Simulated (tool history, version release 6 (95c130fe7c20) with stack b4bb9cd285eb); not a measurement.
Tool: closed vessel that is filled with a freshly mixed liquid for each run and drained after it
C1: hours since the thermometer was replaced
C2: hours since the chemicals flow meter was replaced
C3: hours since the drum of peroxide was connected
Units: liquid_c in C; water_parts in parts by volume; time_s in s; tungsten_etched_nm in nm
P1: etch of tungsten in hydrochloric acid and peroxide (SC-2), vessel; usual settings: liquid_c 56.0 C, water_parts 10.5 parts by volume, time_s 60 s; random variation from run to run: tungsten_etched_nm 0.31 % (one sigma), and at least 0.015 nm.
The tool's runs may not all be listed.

Run 1, hour 17.7: liquid_c 56.0 C, water_parts 10.5 parts by volume, time_s 60 s; C1 372.9; C2 121.1; C3 52.7. Result: tungsten_etched_nm 31.902 nm.
Run 2, hour 27.6: liquid_c 56.0 C, water_parts 10.5 parts by volume, time_s 60 s; C1 382.8; C2 131.0; C3 62.6. Result: tungsten_etched_nm 32.060 nm.
Run 3, hour 38.0: liquid_c 56.0 C, water_parts 18.5 parts by volume, time_s 60 s; C1 393.2; C2 141.4; C3 73.0. Result: tungsten_etched_nm 19.529 nm.
Run 4, hour 51.3: liquid_c 56.0 C, water_parts 10.5 parts by volume, time_s 30 s; C1 406.5; C2 154.7; C3 86.3. Result: tungsten_etched_nm 15.981 nm.
Run 5, hour 63.2: liquid_c 56.0 C, water_parts 10.5 parts by volume, time_s 60 s; C1 418.4; C2 166.6; C3 98.2. Result: tungsten_etched_nm 31.991 nm.
Run 6, hour 73.7: liquid_c 48.5 C, water_parts 4.5 parts by volume, time_s 60 s; C1 428.9; C2 177.1; C3 108.7. Result: tungsten_etched_nm 37.349 nm.
Run 7, hour 88.7: liquid_c 56.0 C, water_parts 10.5 parts by volume, time_s 115 s; C1 443.9; C2 192.1; C3 123.7. Result: tungsten_etched_nm 61.258 nm.
Run 8, hour 101.7: liquid_c 41.0 C, water_parts 4.0 parts by volume, time_s 60 s; C1 456.9; C2 205.1; C3 136.7. Result: tungsten_etched_nm 24.224 nm.
Run 9, hour 119.8: liquid_c 56.0 C, water_parts 10.5 parts by volume, time_s 60 s; C1 475.0; C2 223.2; C3 154.8. Result: tungsten_etched_nm 32.045 nm.
Run 10, hour 130.4: liquid_c 56.0 C, water_parts 10.5 parts by volume, time_s 60 s; C1 485.6; C2 233.8; C3 165.4. Result: tungsten_etched_nm 31.727 nm.
Run 11, hour 145.8: liquid_c 43.0 C, water_parts 10.5 parts by volume, time_s 60 s; C1 501.0; C2 249.2; C3 180.8. Result: tungsten_etched_nm 13.467 nm.
Run 12, hour 154.1: liquid_c 68.5 C, water_parts 10.5 parts by volume, time_s 60 s; C1 509.3; C2 257.5; C3 189.1. Result: tungsten_etched_nm 69.658 nm.
Run 13, hour 164.4: liquid_c 56.0 C, water_parts 4.0 parts by volume, time_s 60 s; C1 519.6; C2 267.8; C3 199.4. Result: tungsten_etched_nm 66.651 nm.
Run 14, hour 173.5: liquid_c 56.0 C, water_parts 10.5 parts by volume, time_s 60 s; C1 528.7; C2 276.9; C3 208.5. Result: tungsten_etched_nm 32.042 nm.
Run 15, hour 187.5: liquid_c 56.0 C, water_parts 10.5 parts by volume, time_s 60 s; C1 542.7; C2 290.9; C3 222.5. Result: tungsten_etched_nm 30.539 nm.
Run 16, hour 201.6: liquid_c 56.0 C, water_parts 10.5 parts by volume, time_s 60 s; C1 556.8; C2 305.0; C3 236.6. Result: tungsten_etched_nm 29.835 nm.
Run 17, hour 212.1: liquid_c 56.0 C, water_parts 10.5 parts by volume, time_s 60 s; C1 567.3; C2 315.5; C3 247.1. Result: tungsten_etched_nm 29.665 nm.
Run 18, hour 225.0: liquid_c 56.0 C, water_parts 10.5 parts by volume, time_s 60 s; C1 580.2; C2 328.4; C3 260.0. Result: tungsten_etched_nm 29.151 nm.
Run 19, hour 241.1: liquid_c 56.0 C, water_parts 10.5 parts by volume, time_s 60 s; C1 596.3; C2 344.5; C3 276.1. Result: tungsten_etched_nm 29.004 nm.
At hour 243.0: new drum of peroxide connected.
Run 20, hour 254.0: liquid_c 56.0 C, water_parts 10.5 parts by volume, time_s 60 s; C1 609.2; C2 357.4; C3 11.1. Result: tungsten_etched_nm 28.987 nm.
Run 21, hour 266.9: liquid_c 56.0 C, water_parts 10.5 parts by volume, time_s 60 s; C1 622.1; C2 370.3; C3 24.0. Result: tungsten_etched_nm 28.824 nm.
Run 22, hour 277.5: liquid_c 56.0 C, water_parts 10.5 parts by volume, time_s 60 s; C1 632.7; C2 380.9; C3 34.6. Result: tungsten_etched_nm 28.866 nm.

What P1 gives has crept away from where it was. These 2 causes fit the log equally well, each at the size given:
A: chemicals flow below the setpoint (%) = 11.1
B: liquid colder than its thermometer reads (K) = 1.55
The creep began at about hour 173.5.
Why every other cause is out:
peroxide weaker than its label (%): serviced at hour 243.0, which brought nothing back

4 check runs are offered, each on 2 wafers whose results are averaged, their results left as question marks. Which one tells the causes apart?
Run check 1, hour 288.1: liquid_c 56.0 C, water_parts 10.5 parts by volume, time_s 40 s. Result: tungsten_etched_nm ?.
Run check 2, hour 288.1: liquid_c 56.0 C, water_parts 16.5 parts by volume, time_s 60 s. Result: tungsten_etched_nm ?.
Run check 3, hour 288.1: liquid_c 56.0 C, water_parts 4.0 parts by volume, time_s 30 s. Result: tungsten_etched_nm ?.
Run check 4, hour 288.1: liquid_c 56.0 C, water_parts 16.0 parts by volume, time_s 30 s. Result: tungsten_etched_nm ?.

What each check would give under each cause:
  check              result     if A     if B
check 1  tungsten_etched_nm  19.2610  19.2540
check 2  tungsten_etched_nm  19.4080  19.5150
check 3  tungsten_etched_nm  30.6990  30.0850
check 4  tungsten_etched_nm   9.9766  10.0280
How far apart the two closest causes lie, in the result that separates them most: check 1 0.03 %; check 2 0.55 %; check 3 2.02 %; check 4 0.52 %
Only check 3 tells the causes apart: in the others they would give nearly the same result.

Check 3 was then run and gave: tungsten_etched_nm 30.0070 nm. Which cause is it?

It is B: liquid colder than its thermometer reads (K).
